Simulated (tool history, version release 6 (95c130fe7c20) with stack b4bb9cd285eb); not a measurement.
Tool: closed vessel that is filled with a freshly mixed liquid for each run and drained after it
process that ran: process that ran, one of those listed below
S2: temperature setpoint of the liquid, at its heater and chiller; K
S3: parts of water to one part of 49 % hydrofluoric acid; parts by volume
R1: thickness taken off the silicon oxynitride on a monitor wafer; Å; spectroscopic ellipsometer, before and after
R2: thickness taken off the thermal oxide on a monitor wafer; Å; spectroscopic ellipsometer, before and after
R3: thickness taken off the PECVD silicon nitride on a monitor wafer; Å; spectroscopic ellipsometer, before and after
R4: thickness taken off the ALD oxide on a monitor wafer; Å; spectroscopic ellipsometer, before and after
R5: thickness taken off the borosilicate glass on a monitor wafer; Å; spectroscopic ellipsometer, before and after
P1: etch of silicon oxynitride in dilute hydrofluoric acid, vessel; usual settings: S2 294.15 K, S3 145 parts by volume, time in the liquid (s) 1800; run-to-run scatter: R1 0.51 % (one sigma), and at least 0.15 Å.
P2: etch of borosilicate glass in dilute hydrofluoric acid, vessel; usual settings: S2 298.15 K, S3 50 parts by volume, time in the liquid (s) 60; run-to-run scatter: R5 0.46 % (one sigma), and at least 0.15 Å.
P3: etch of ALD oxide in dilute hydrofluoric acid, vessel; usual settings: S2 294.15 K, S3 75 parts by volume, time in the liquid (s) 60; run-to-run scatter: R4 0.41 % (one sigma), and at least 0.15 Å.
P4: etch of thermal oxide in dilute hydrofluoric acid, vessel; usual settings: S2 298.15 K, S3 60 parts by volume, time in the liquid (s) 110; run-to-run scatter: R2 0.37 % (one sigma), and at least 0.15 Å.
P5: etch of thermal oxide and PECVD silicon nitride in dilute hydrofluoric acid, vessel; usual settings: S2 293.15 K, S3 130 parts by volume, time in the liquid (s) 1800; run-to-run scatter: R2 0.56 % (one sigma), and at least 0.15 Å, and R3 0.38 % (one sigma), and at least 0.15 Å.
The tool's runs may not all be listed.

run 1 day=0.7 | process_that_ran=P1 S2=294.15 S3=145 time_in_the_liquid_(s)=1800 | R1=192.43
run 2 day=1.325 | process_that_ran=P1 S2=294.15 S3=145 time_in_the_liquid_(s)=635 | R1=67.603
run 3 day=1.775 | process_that_ran=P5 S2=293.15 S3=130 time_in_the_liquid_(s)=1800 | R2=512.87 R3=461.51
run 4 day=2.112 | process_that_ran=P1 S2=294.15 S3=145 time_in_the_liquid_(s)=1800 | R1=192.77
run 5 day=2.429 | process_that_ran=P5 S2=293.15 S3=25 time_in_the_liquid_(s)=1800 | R2=3023.7 R3=2287.3
run 6 day=2.917 | process_that_ran=P1 S2=294.15 S3=145 time_in_the_liquid_(s)=1800 | R1=190.46
run 7 day=3.358 | process_that_ran=P3 S2=294.15 S3=120 time_in_the_liquid_(s)=60 | R4=103.88
run 8 day=4.004 | process_that_ran=P1 S2=299.15 S3=145 time_in_the_liquid_(s)=1800 | R1=240.93
run 9 day=4.604 | process_that_ran=P1 S2=301.65 S3=200 time_in_the_liquid_(s)=1800 | R1=185.17
run 10 day=5.208 | process_that_ran=P5 S2=290.15 S3=130 time_in_the_liquid_(s)=1800 | R2=454.98 R3=374.89
run 11 day=5.912 | process_that_ran=P1 S2=294.15 S3=145 time_in_the_liquid_(s)=1800 | R1=189.73
run 12 day=6.517 | process_that_ran=P3 S2=294.15 S3=75 time_in_the_liquid_(s)=95 | R4=276.4
run 13 day=6.971 | process_that_ran=P1 S2=294.15 S3=145 time_in_the_liquid_(s)=1800 | R1=190.5
run 14 day=7.338 | process_that_ran=P1 S2=294.15 S3=145 time_in_the_liquid_(s)=2860 | R1=302.49
run 15 day=7.896 | process_that_ran=P4 S2=298.15 S3=60 time_in_the_liquid_(s)=110 | R2=96.371
run 16 day=8.292 | process_that_ran=P1 S2=290.15 S3=145 time_in_the_liquid_(s)=1800 | R1=157.87
run 17 day=8.708 | process_that_ran=P1 S2=294.15 S3=145 time_in_the_liquid_(s)=1800 | R1=190.36
run 18 day=9.212 | process_that_ran=P2 S2=298.15 S3=75 time_in_the_liquid_(s)=60 | R5=341.5
-- day=9.55 hydrofluoric acid flow meter replaced
run 19 day=9.946 | process_that_ran=P2 S2=298.15 S3=50 time_in_the_liquid_(s)=90 | R5=795.64
run 20 day=10.671 | process_that_ran=P2 S2=298.15 S3=50 time_in_the_liquid_(s)=60 | R5=528.71
run 21 day=11.029 | process_that_ran=P1 S2=294.15 S3=55 time_in_the_liquid_(s)=1800 | R1=541.79
run 22 day=11.708 | process_that_ran=P1 S2=294.15 S3=145 time_in_the_liquid_(s)=1800 | R1=192.17

Forecast run 23:
run 23 day=12.208 | process_that_ran=P3 S2=290.15 S3=75 time_in_the_liquid_(s)=60 | R4=?

{"run 23": {"R4": 147.91}}
